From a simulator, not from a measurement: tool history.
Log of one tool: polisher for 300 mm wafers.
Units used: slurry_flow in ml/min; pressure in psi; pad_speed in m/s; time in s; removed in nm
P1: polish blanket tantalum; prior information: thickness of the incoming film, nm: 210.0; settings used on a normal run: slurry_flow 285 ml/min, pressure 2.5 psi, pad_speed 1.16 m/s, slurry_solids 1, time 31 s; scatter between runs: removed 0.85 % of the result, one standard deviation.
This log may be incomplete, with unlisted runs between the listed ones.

{"run": 1, "hour": 7.2, "slurry_flow": 285, "pressure": 2.5, "pad_speed": 1.16, "slurry_solids": 1, "time": 31, "removed": 81.216}
{"run": 2, "hour": 11.4, "slurry_flow": 445, "pressure": 2.5, "pad_speed": 1.16, "slurry_solids": 1, "time": 31, "removed": 84.911}
{"hour": 15.9, "done": "slurry nozzle cleaned"}
{"run": 3, "hour": 16.0, "slurry_flow": 285, "pressure": 1.8, "pad_speed": 0.64, "slurry_solids": 1, "time": 31, "removed": 32.024}
{"run": 4, "hour": 21.8, "slurry_flow": 175, "pressure": 2.5, "pad_speed": 1.16, "slurry_solids": 1, "time": 31, "removed": 76.583}
{"run": 5, "hour": 29.0, "slurry_flow": 285, "pressure": 2.5, "pad_speed": 1.16, "slurry_solids": 1, "time": 31, "removed": 81.064}
{"run": 6, "hour": 34.6, "slurry_flow": 285, "pressure": 2.5, "pad_speed": 1.16, "slurry_solids": 1.45, "time": 38, "removed": 108.33}
{"run": 7, "hour": 40.7, "slurry_flow": 285, "pressure": 2.5, "pad_speed": 1.62, "slurry_solids": 1, "time": 31, "removed": 112.35}
{"run": 8, "hour": 46.8, "slurry_flow": 285, "pressure": 3.9, "pad_speed": 1.16, "slurry_solids": 1, "time": 31, "removed": 128.82}
{"run": 9, "hour": 51.3, "slurry_flow": 285, "pressure": 1.2, "pad_speed": 1.16, "slurry_solids": 1, "time": 31, "removed": 38.423}
{"run": 10, "hour": 56.2, "slurry_flow": 285, "pressure": 2.5, "pad_speed": 1.16, "slurry_solids": 1.4, "time": 31, "removed": 86.639}
{"run": 11, "hour": 60.4, "slurry_flow": 285, "pressure": 2.5, "pad_speed": 1.16, "slurry_solids": 1, "time": 40, "removed": 105.21}
{"run": 12, "hour": 66.2, "slurry_flow": 420, "pressure": 2.5, "pad_speed": 1.16, "slurry_solids": 1, "time": 20, "removed": 53.912}
{"run": 13, "hour": 72.6, "slurry_flow": 285, "pressure": 2.5, "pad_speed": 1.16, "slurry_solids": 1, "time": 31, "removed": 80.573}
{"run": 14, "hour": 79.1, "slurry_flow": 285, "pressure": 2.5, "pad_speed": 1.16, "slurry_solids": 0.5, "time": 31, "removed": 62.59}
{"run": 15, "hour": 85.7, "slurry_flow": 285, "pressure": 2.5, "pad_speed": 1.16, "slurry_solids": 1, "time": 31, "removed": 81.083}
{"run": 16, "hour": 89.7, "slurry_flow": 285, "pressure": 2.5, "pad_speed": 0.52, "slurry_solids": 1, "time": 31, "removed": 36.233}
{"run": 17, "hour": 95.1, "slurry_flow": 285, "pressure": 2.5, "pad_speed": 1.16, "slurry_solids": 1, "time": 20, "removed": 52.372}
{"run": 18, "hour": 99.5, "slurry_flow": 285, "pressure": 2.5, "pad_speed": 1.16, "slurry_solids": 1, "time": 31, "removed": 81.605}
{"run": 19, "hour": 104.6, "slurry_flow": 285, "pressure": 2.5, "pad_speed": 1.16, "slurry_solids": 1, "time": 31, "removed": 77.327}
{"run": 20, "hour": 110.6, "slurry_flow": 285, "pressure": 2.5, "pad_speed": 1.16, "slurry_solids": 1, "time": 31, "removed": 76.661}
{"run": 21, "hour": 117.5, "slurry_flow": 285, "pressure": 2.5, "pad_speed": 1.16, "slurry_solids": 1, "time": 31, "removed": 74.76}
{"run": 22, "hour": 121.0, "slurry_flow": 285, "pressure": 2.5, "pad_speed": 1.16, "slurry_solids": 1, "time": 31, "removed": 72.042}
{"hour": 122.3, "done": "slurry nozzle cleaned"}
{"run": 23, "hour": 126.5, "slurry_flow": 285, "pressure": 2.5, "pad_speed": 1.16, "slurry_solids": 1, "time": 31, "removed": 71.276}
{"hour": 130.6, "done": "head pressure recalibrated"}
{"run": 24, "hour": 132.1, "slurry_flow": 285, "pressure": 2.5, "pad_speed": 1.16, "slurry_solids": 1, "time": 31, "removed": 71.513}
{"run": 25, "hour": 136.5, "slurry_flow": 285, "pressure": 2.5, "pad_speed": 1.16, "slurry_solids": 1, "time": 31, "removed": 71.227}
{"run": 26, "hour": 140.3, "slurry_flow": 285, "pressure": 2.5, "pad_speed": 1.16, "slurry_solids": 1, "time": 31, "removed": 71.499}
{"run": 27, "hour": 146.1, "slurry_flow": 285, "pressure": 2.5, "pad_speed": 1.16, "slurry_solids": 1, "time": 31, "removed": 71.178}

P1 has crept away from where it was. The log is fitted equally well by each of these 2 causes, at the sizes shown:
A: abrasive missing from the slurry, % = 31.5
B: removal rate lost through wear of the pad, % = 11.6
The onset of the drift is placed at about hour 99.5.
Every other cause this tool's parts could produce, and why it does not fit the log:
slurry flow missing at the pad, %: work on it at hour 122.3, done after the drift set in, did not restore what the process gave before
head's pressure below its setpoint, %: work on it at hour 130.6, done after the drift set in, did not restore what the process gave before

The 4 check runs listed below each average the results of 2 wafers, and their outcomes are marked with question marks. Under which run would the listed causes produce clearly different results?
{"run": "check 1", "hour": 151.9, "slurry_flow": 195, "pressure": 2.5, "pad_speed": 1.16, "slurry_solids": 0.55, "time": 31, "removed": "?"}
{"run": "check 2", "hour": 151.9, "slurry_flow": 285, "pressure": 2.5, "pad_speed": 0.68, "slurry_solids": 1, "time": 31, "removed": "?"}
{"run": "check 3", "hour": 151.9, "slurry_flow": 430, "pressure": 1.4, "pad_speed": 1.16, "slurry_solids": 1, "time": 31, "removed": "?"}
{"run": "check 4", "hour": 151.9, "slurry_flow": 205, "pressure": 3.5, "pad_speed": 1.16, "slurry_solids": 1, "time": 31, "removed": "?"}

How each check would come out, cause by cause:
check=check_1 result=removed if_A=52.422 if_B=55.314
check=check_2 result=removed if_A=41.764 if_B=41.77
check=check_3 result=removed if_A=41.197 if_B=41.203
check=check_4 result=removed if_A=96.162 if_B=96.176
Gap, in per cent, between the two causes that each check separates least, read from the result that separates them most: check 1 5.37 %; check 2 0.01 %; check 3 0.01 %; check 4 0.01 %
The causes can be told apart only by check 1. The other checks would give nearly the same results under each of them.

Running check 1 produced the following: removed 52.484 nm. Which one of the listed causes fits?

Of the candidate causes, it is A: abrasive missing from the slurry, %.
